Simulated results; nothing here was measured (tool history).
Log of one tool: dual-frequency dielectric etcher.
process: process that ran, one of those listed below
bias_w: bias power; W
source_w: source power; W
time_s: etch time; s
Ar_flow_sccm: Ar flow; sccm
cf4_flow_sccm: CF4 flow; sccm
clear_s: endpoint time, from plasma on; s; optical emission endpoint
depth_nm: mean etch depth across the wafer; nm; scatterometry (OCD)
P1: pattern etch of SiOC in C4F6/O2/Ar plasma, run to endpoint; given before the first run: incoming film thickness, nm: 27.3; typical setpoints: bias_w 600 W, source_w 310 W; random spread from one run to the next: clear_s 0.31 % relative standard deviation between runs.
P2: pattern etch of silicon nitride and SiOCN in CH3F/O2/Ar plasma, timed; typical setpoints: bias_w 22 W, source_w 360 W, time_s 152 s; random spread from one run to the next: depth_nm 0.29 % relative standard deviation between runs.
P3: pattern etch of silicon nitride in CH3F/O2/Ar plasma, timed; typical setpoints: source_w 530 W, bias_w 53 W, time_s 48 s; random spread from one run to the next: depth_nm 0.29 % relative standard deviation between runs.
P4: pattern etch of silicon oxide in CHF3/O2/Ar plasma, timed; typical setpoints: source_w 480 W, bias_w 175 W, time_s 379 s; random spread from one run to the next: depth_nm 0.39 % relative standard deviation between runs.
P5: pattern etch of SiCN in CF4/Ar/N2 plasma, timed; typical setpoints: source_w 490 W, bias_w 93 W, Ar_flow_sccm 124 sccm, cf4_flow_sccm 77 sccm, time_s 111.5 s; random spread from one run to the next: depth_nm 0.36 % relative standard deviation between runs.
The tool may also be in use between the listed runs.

run   hour  process  bias_w  source_w  time_s  Ar_flow_sccm  cf4_flow_sccm  clear_s  depth_nm
  1    5.3       P1     600       310                                        9.4178
  2   13.6       P2      22       280     152                                          17.878
  3   22.2       P2      22       360     152                                           19.49
  4     28       P3      53       530      48                                          34.001
  5   34.5       P5      93       490   111.5           124             77             113.78
      36.1  -- source power generator calibrated
  6   42.7       P1     445       310                                        10.551
  7   49.3       P1     600       310                                        9.4371
  8   59.4       P4     175       670     379                                          768.82
  9   66.3       P3      53       690      48                                          37.652
 10   73.7       P1     600       310                                        9.3712
 11   81.8       P1     600       410                                        8.4815
 12   87.3       P4     216       480     379                                          723.85
 13   93.8       P1     824       310                                        8.2529
 14  100.6       P4     175       480     494                                          874.16
 15  108.3       P1     600       210                                        10.822
 16  114.7       P5      93       490   111.5            86             77             119.87
 17  119.7       P1     501       190                                        12.043
 18  127.3       P2      13       360     152                                           15.68
 19  131.9       P5      93       490   111.5           124             98              118.3
 20  137.7       P2      22       360    90.5                                          11.595
 21  146.4       P4     175       480     379                                          670.37
 22  151.8       P5      93       490    75.5           124             77             77.328
 23  158.5       P5      93       390   111.5           124             77             93.777
 24  163.7       P3      40       530      48                                          31.242
 25  169.2       P1     600       310                                        9.3785
 26  178.6       P5     115       490   111.5           124             77             123.33
 27  185.3       P3      53       530      37                                          26.202
 28  190.9       P2      22       360     152                                          19.476
 29    199       P5      93       490   111.5           124             77             114.51
 30  205.8       P1     600       310                                        9.3758
 31  210.4       P1     600       310                                        9.3398
 32    218       P1     600       310                                        9.3221
 33  222.9       P1     600       310                                         9.326
 34  229.6       P1     600       310                                        9.3054
     234.8  -- wet clean of the chamber
 35  236.2       P1     600       310                                        9.2848
 36  243.3       P1     600       310                                        9.2342
 37    253       P1     600       310                                        9.2612
 38    258       P1     600       310                                        9.2687
 39  263.2       P1     600       310                                        9.2341

Compared with where it was, what P1 gives has crept away. Each cause listed below fits the log as well as the rest, at the size given for it:
A: bias power that arrives over what is set, % = 4.03
B: source power that arrives over what is set, % = 4.29
At approximately hour 205.8, the process output began to creep.
Every other cause this tool's parts could produce, and why it does not fit the log:
chamber walls in a state that raises the etch rate, %: serviced after onset, at hour 234.8, with no recovery of the prior output

Each of the check runs listed below is run on 2 wafers and reports their average, with the results left as question marks. Pick the one under which the possible causes would lead to clearly different results.
check 1  268.4       P5      93       490   111.5           124             77                  ?
check 2  268.4       P3      53       530      48                                               ?
check 3  268.4       P4     175       480     379                                               ?
check 4  268.4       P2      22       360     152                                               ?

Check results expected under each cause:
  check    result    if A    if B
check 1  depth_nm  115.65  118.22
check 2  depth_nm  34.391  34.533
check 3  depth_nm   683.4  685.15
check 4  depth_nm  19.852  19.788
Smallest distance between any two causes, each pair judged by its most separating result, in per cent: check 1 2.2 %; check 2 0.41 %; check 3 0.26 %; check 4 0.32 %
The other checks would show nearly matching results whichever cause is true, so check 1 is the only one that separates the causes.

Then check 1 was run and gave: depth_nm 115.95 nm. Which cause is it?

It is A: bias power that arrives over what is set, %.
